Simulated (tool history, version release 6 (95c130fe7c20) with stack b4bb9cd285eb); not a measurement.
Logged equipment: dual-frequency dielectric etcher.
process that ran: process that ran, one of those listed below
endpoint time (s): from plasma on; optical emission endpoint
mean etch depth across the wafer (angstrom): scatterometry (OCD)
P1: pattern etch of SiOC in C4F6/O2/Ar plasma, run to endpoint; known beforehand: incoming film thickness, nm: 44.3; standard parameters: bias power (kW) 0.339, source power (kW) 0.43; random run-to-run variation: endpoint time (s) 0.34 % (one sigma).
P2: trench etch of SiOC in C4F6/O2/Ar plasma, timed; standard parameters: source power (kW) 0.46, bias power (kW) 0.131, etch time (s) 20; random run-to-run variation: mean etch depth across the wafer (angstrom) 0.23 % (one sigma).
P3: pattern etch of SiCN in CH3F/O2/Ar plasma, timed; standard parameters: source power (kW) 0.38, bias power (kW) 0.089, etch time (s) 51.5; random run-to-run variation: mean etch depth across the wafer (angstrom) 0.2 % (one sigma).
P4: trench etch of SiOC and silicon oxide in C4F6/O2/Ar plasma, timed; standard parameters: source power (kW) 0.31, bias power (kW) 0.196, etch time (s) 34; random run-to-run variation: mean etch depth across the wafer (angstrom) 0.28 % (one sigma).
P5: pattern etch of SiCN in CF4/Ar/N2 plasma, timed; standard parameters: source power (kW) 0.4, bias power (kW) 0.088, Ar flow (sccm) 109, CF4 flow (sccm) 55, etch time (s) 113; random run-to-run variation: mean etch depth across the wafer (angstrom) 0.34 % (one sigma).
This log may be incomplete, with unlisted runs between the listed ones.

| run | day | process that ran | bias power (kW) | source power (kW) | Ar flow (sccm) | CF4 flow (sccm) | etch time (s) | hours since the last wet clean | hours since the last bias power generator calibration | hours since the last source power generator calibration | endpoint time (s) | mean etch depth across the wafer (angstrom) |
|---|---|---|---|---|---|---|---|---|---|---|---|---|
| 1 | 0.254 | P1 | 0.339 | 0.43 |  |  |  | 326.1 | 3213.2 | 3231.3 | 16.19 |  |
| 2 | 0.579 | P1 | 0.339 | 0.43 |  |  |  | 333.9 | 3221 | 3239.1 | 16.275 |  |
| 3 | 0.879 | P5 | 0.088 | 0.4 | 109 | 55 | 113 | 341.1 | 3228.2 | 3246.3 |  | 908.35 |
| 4 | 1.075 | P1 | 0.339 | 0.56 |  |  |  | 345.8 | 3232.9 | 3251 | 14.656 |  |
| 5 | 1.396 | P4 | 0.196 | 0.31 |  |  | 34 | 353.5 | 3240.6 | 3258.7 |  | 629.65 |
| 6 | 1.554 | P3 | 0.089 | 0.38 |  |  | 75 | 357.3 | 3244.4 | 3262.5 |  | 297.66 |
| 7 | 1.725 | P5 | 0.088 | 0.53 | 109 | 55 | 113 | 361.4 | 3248.5 | 3266.6 |  | 1159.4 |
| 8 | 2.008 | P1 | 0.276 | 0.43 |  |  |  | 368.2 | 3255.3 | 3273.4 | 17.386 |  |
| 9 | 2.325 | P2 | 0.172 | 0.46 |  |  | 20 | 375.8 | 3262.9 | 3281 |  | 434.99 |
| 10 | 2.55 | P1 | 0.228 | 0.6 |  |  |  | 381.2 | 3268.3 | 3286.4 | 16.277 |  |
| 11 | 2.758 | P5 | 0.088 | 0.4 | 109 | 73 | 113 | 386.2 | 3273.3 | 3291.4 |  | 949.04 |
| 12 | 2.929 | P1 | 0.249 | 0.6 |  |  |  | 390.3 | 3277.4 | 3295.5 | 15.948 |  |
| 13 | 3.146 | P2 | 0.131 | 0.46 |  |  | 20 | 395.5 | 3282.6 | 3300.7 |  | 400.45 |
| 14 | 3.467 | P5 | 0.088 | 0.4 | 140 | 55 | 113 | 403.2 | 3290.3 | 3308.4 |  | 876.92 |
| 15 | 3.654 | P3 | 0.089 | 0.3 |  |  | 51.5 | 407.7 | 3294.8 | 3312.9 |  | 187.16 |
| 16 | 3.85 | P4 | 0.196 | 0.31 |  |  | 46 | 412.4 | 3299.5 | 3317.6 |  | 850.03 |
| 17 | 4.079 | P1 | 0.339 | 0.43 |  |  |  | 417.9 | 3305 | 3323.1 | 16.121 |  |
| 18 | 4.317 | P3 | 0.112 | 0.38 |  |  | 51.5 | 423.6 | 3310.7 | 3328.8 |  | 223.05 |
| 19 | 4.608 | P2 | 0.131 | 0.58 |  |  | 20 | 430.6 | 3317.7 | 3335.8 |  | 439.78 |
| 20 | 4.904 | P3 | 0.089 | 0.38 |  |  | 51.5 | 437.7 | 3324.8 | 3342.9 |  | 203.96 |
| 21 | 5.117 | P5 | 0.072 | 0.4 | 109 | 55 | 113 | 442.8 | 3329.9 | 3348 |  | 848.39 |
| 22 | 5.312 | P1 | 0.399 | 0.36 |  |  |  | 447.5 | 3334.6 | 3352.7 | 16.312 |  |
| 23 | 5.5 | P1 | 0.339 | 0.43 |  |  |  | 452 | 3339.1 | 3357.2 | 16.221 |  |
| 24 | 5.825 | P2 | 0.131 | 0.46 |  |  | 11 | 459.8 | 3346.9 | 3365 |  | 219.45 |
| 25 | 6.125 | P4 | 0.26 | 0.31 |  |  | 34 | 467 | 3354.1 | 3372.2 |  | 689.24 |
| 26 | 6.433 | P1 | 0.464 | 0.43 |  |  |  | 474.4 | 3361.5 | 3379.6 | 14.403 |  |
| 27 | 6.679 | P4 | 0.196 | 0.4 |  |  | 34 | 480.3 | 3367.4 | 3385.5 |  | 692.94 |
| 28 | 6.988 | P5 | 0.088 | 0.4 | 109 | 55 | 64.5 | 487.7 | 3374.8 | 3392.9 |  | 517.83 |
| 29 | 7.154 | P1 | 0.339 | 0.32 |  |  |  | 491.7 | 3378.8 | 3396.9 | 18.046 |  |
| 30 | 7.304 | P1 | 0.339 | 0.43 |  |  |  | 495.3 | 3382.4 | 3400.5 | 16.197 |  |
| 31 | 7.579 | P1 | 0.339 | 0.43 |  |  |  | 501.9 | 3389 | 3407.1 | 16.386 |  |
| 32 | 7.788 | P1 | 0.339 | 0.43 |  |  |  | 506.9 | 3394 | 3412.1 | 16.387 |  |

For run 33, what comes out?
| 33 | 7.958 | P1 | 0.339 | 0.43 |  |  |  | 511 | 3398.1 | 3416.2 | ? |  |

Run 33 gave endpoint time (s) 16.434.

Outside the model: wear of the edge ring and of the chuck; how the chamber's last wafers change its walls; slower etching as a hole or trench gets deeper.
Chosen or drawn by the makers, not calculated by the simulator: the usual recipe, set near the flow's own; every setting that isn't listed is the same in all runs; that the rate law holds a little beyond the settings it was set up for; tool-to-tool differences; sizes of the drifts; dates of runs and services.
